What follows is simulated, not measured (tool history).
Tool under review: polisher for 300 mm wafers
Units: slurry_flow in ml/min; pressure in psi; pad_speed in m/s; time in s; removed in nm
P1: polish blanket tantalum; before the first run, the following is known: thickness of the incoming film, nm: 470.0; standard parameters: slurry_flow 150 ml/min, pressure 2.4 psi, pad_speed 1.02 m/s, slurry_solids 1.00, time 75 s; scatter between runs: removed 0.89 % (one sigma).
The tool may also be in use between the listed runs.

run   hour  slurry_flow  pressure  pad_speed  slurry_solids  time  wafers polished on this pad  hours since the slurry nozzle was cleaned  hours since the head pressure was calibrated  hours since the slurry blender was calibrated  removed
  1    9.2          150       2.4       1.02           1.00    75                          234                                      152.5                                         247.7                                          163.9  129.810
  2   15.3           90       2.4       1.02           1.00    75                          306                                      158.6                                         253.8                                          170.0  115.220
  3   24.0          150       2.4       1.02           1.00    75                          410                                      167.3                                         262.5                                          178.7  125.790
  4   31.5          150       2.4       1.02           1.00    75                          499                                      174.8                                         270.0                                          186.2  127.090
  5   37.1          150       2.4       1.62           1.00    75                          566                                      180.4                                         275.6                                          191.8  204.770
  6   41.5          150       2.4       1.02           1.30    75                          618                                      184.8                                         280.0                                          196.2  136.450
  7   46.6          150       2.4       0.54           1.00    75                          679                                      189.9                                         285.1                                          201.3   67.941
  8   53.1          150       2.4       1.42           0.55    75                          756                                      196.4                                         291.6                                          207.8  146.410
  9   61.5          150       2.4       1.02           0.50    75                          856                                      204.8                                         300.0                                          216.2  100.390
 10   69.8          215       2.4       1.02           1.00    75                          955                                      213.1                                         308.3                                          224.5  132.020
 11   76.5          150       2.4       1.02           1.00    34                         1034                                      219.8                                         315.0                                          231.2   57.328
 12   82.8          150       2.4       1.02           1.00    75                         1109                                      226.1                                         321.3                                          237.5  127.240
 13   89.1          150       2.4       1.02           1.00    75                         1184                                      232.4                                         327.6                                          243.8  129.580
 14   98.3          150       2.4       1.02           1.00   108                         1294                                      241.6                                         336.8                                          253.0  185.210
     104.6  -- head pressure recalibrated
 15  105.0          150       2.4       1.02           1.00    75                         1373                                      248.3                                           0.5                                          259.7  127.530
 16  112.4          150       3.7       1.02           1.00    75                         1461                                      255.7                                           7.9                                          267.1  197.380
 17  118.6          150       1.7       1.02           1.00    75                         1535                                      261.9                                          14.1                                          273.3   90.431
 18  127.7          150       2.4       1.02           1.00    75                         1644                                      271.0                                          23.2                                          282.4  129.740
 19  135.0          150       2.4       1.02           1.00    75                         1730                                      278.3                                          30.5                                          289.7  125.400
 20  139.7          150       2.4       1.02           1.00    75                         1786                                      283.0                                          35.2                                          294.4  122.550
 21  145.7          150       2.4       1.02           1.00    75                         1858                                      289.0                                          41.2                                          300.4  124.010
 22  153.3          150       2.4       1.02           1.00    75                         1948                                      296.6                                          48.8                                          308.0  120.550

Estimate the outcome of run 23 from the log above:
     154.5  -- worn pad replaced by a new one
     159.8  -- slurry blender recalibrated
 23  160.2          150       2.4       1.02           1.00    75                           67                                      303.5                                          55.7                                            0.5        ?

For run 23 the tool returned removed 120.890 nm.
